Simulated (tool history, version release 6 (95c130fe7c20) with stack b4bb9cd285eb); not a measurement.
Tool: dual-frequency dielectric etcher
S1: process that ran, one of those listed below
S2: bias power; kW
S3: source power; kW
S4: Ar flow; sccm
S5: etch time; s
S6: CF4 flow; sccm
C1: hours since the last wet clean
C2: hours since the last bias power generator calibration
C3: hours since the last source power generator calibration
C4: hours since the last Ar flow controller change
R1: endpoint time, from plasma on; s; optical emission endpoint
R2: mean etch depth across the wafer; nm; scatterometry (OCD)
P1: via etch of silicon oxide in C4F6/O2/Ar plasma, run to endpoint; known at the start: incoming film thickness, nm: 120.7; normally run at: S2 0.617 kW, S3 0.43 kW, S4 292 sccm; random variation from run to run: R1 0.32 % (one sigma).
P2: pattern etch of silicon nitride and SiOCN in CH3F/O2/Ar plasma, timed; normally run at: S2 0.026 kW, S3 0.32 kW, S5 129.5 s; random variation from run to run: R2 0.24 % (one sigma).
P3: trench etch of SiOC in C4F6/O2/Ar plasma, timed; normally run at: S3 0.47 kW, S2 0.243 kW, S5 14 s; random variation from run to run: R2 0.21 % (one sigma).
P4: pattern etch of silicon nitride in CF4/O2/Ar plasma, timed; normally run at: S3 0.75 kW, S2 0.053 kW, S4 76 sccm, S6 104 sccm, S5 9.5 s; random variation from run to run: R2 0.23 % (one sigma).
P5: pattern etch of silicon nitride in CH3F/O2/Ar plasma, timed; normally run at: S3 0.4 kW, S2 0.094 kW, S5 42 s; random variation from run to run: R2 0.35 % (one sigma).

run	hour	S1	S2	S3	S4	S5	S6	C1	C2	C3	C4	R1	R2
1	10.5	P1	0.617	0.43	292			103.1	1155	2401.6	1329.8	23.89	
2	18.6	P2	0.026	0.32		129.5		111.2	1163.1	2409.7	1337.9		16.936
3	27.5	P4	0.053	0.75	54	9.5	104	120.1	1172	2418.6	1346.8		27.282
4	38.1	P3	0.243	0.47		11		130.7	1182.6	2429.2	1357.4		27.13
5	46.7	P1	0.749	0.43	292			139.3	1191.2	2437.8	1366	22.151	
6	56.2	P5	0.094	0.4		51.5		148.8	1200.7	2447.3	1375.5		39.735
7	67.3	P5	0.094	0.4		42		159.9	1211.8	2458.4	1386.6		32.292
8	75.6	P1	0.501	0.43	292			168.2	1220.1	2466.7	1394.9	25.852	
9	82.1	P5	0.062	0.4		42		174.7	1226.6	2473.2	1401.4		28.177
10	89.1	P2	0.026	0.32		194.5		181.7	1233.6	2480.2	1408.4		25.623
11	95.9	P1	0.617	0.43	353			188.5	1240.4	2487	1415.2	24.483	
12	103.2	P4	0.053	0.75	76	9.5	123	195.8	1247.7	2494.3	1422.5		26.906
13	112.9	P1	0.617	0.52	292			205.5	1257.4	2504	1432.2	22.318	
14	122.4	P1	0.617	0.43	292			215	1266.9	2513.5	1441.7	23.935	
15	130.3	P4	0.053	0.6	76	9.5	104	222.9	1274.8	2521.4	1449.6		21.705
16	138.2	P4	0.053	0.75	76	12.5	104	230.8	1282.7	2529.3	1457.5		34.804
17	149.3	P5	0.094	0.4		42		241.9	1293.8	2540.4	1468.6		32.087
18	158.1	P3	0.243	0.67		14		250.7	1302.6	2549.2	1477.4		39.637
19	167.5	P2	0.026	0.26		129.5		260.1	1312	2558.6	1486.8		15.878
20	175.3	P1	0.617	0.43	292			267.9	1319.8	2566.4	1494.6	23.989	
21	185.6	P1	0.39	0.43	381			278.2	1330.1	2576.7	1504.9	29.182	
22	193	P4	0.053	0.75	76	9.5	104	285.6	1337.5	2584.1	1512.3		26.36
23	199.5	P1	0.617	0.43	292			292.1	1344	2590.6	1518.8	24	
24	210.9	P1	0.617	0.43	210			303.5	1355.4	2602	1530.2	23.088	
25	218.4	P2	0.033	0.32		129.5		311	1362.9	2609.5	1537.7		18.996
26	224.3	P1	0.617	0.31	292			316.9	1368.8	2615.4	1543.6	26.962	
27	230.4	P1	0.617	0.43	292			323	1374.9	2621.5	1549.7	23.983	
28	238.8	P4	0.053	0.75	76	9.5	104	331.4	1383.3	2629.9	1558.1		26.355
29	246.4	P3	0.243	0.47		14		339	1390.9	2637.5	1565.7		34.277
30	258.8	P1	0.399	0.35	292			351.4	1403.3	2649.9	1578.1	30.388	
31	265.5	P3	0.143	0.47		14		358.1	1410	2656.6	1584.8		29.21
32	275.3	P1	0.617	0.43	292			367.9	1419.8	2666.4	1594.6	23.926	
33	282.8	P1	0.755	0.43	370			375.4	1427.3	2673.9	1602.1	22.775	
34	291.8	P1	0.617	0.43	292			384.4	1436.3	2682.9	1611.1	24.03	
35	299.8	P5	0.094	0.27		42		392.4	1444.3	2690.9	1619.1		27.868
36	309.9	P4	0.031	0.75	76	9.5	104	402.5	1454.4	2701	1629.2		22.099
37	318.1	P1	0.617	0.43	292			410.7	1462.6	2709.2	1637.4	23.965	
38	326	P1	0.617	0.43	292			418.6	1470.5	2717.1	1645.3	24.271	
39	334.5	P1	0.617	0.43	292			427.1	1479	2725.6	1653.8	24.238	
40	344.5	P1	0.617	0.43	292			437.1	1489	2735.6	1663.8	24.168	
# hour 346.1: Ar flow controller replaced
# hour 347.4: wet clean of the chamber
41	353.7	P1	0.617	0.43	292			6.4	1498.2	2744.8	7.6	24.293	
42	364.1	P1	0.617	0.43	292			16.8	1508.6	2755.2	18	24.416	
43	371.8	P1	0.617	0.43	292			24.5	1516.3	2762.9	25.7	24.397	

What P1 gives has crept away from where it was. These 2 causes fit the log equally well, each at the size given:
A: source power that arrives under what is set, % = 4.24
B: bias power that arrives under what is set, % = 4.06
The creep began at about hour 318.1.
Why every other cause is out:
chamber walls in a state that lowers the etch rate, %: serviced at hour 347.4, which brought nothing back
Ar flow that arrives over what is set, %: serviced at hour 346.1, which brought nothing back

4 check runs are offered, one wafer each, their results left as question marks. Which one tells the causes apart?
check 1	379.5	P4	0.053	0.75	76	9.5	104						?
check 2	379.5	P3	0.243	0.47		14							?
check 3	379.5	P5	0.094	0.4		42							?
check 4	379.5	P2	0.026	0.32		129.5							?

What each check would give under each cause:
check	result	if A	if B
check 1	R2	25.442	26.045
check 2	R2	33.899	33.997
check 3	R2	31.753	31.791
check 4	R2	16.751	16.677
How far apart the two closest causes lie, in the result that separates them most: check 1 2.34 %; check 2 0.29 %; check 3 0.12 %; check 4 0.45 %
Check 1 tells the causes apart: in the others they would give nearly the same result.

Check 1 was then run and gave: R2 25.913 nm. Which cause is it?

It is B: bias power that arrives under what is set, %.

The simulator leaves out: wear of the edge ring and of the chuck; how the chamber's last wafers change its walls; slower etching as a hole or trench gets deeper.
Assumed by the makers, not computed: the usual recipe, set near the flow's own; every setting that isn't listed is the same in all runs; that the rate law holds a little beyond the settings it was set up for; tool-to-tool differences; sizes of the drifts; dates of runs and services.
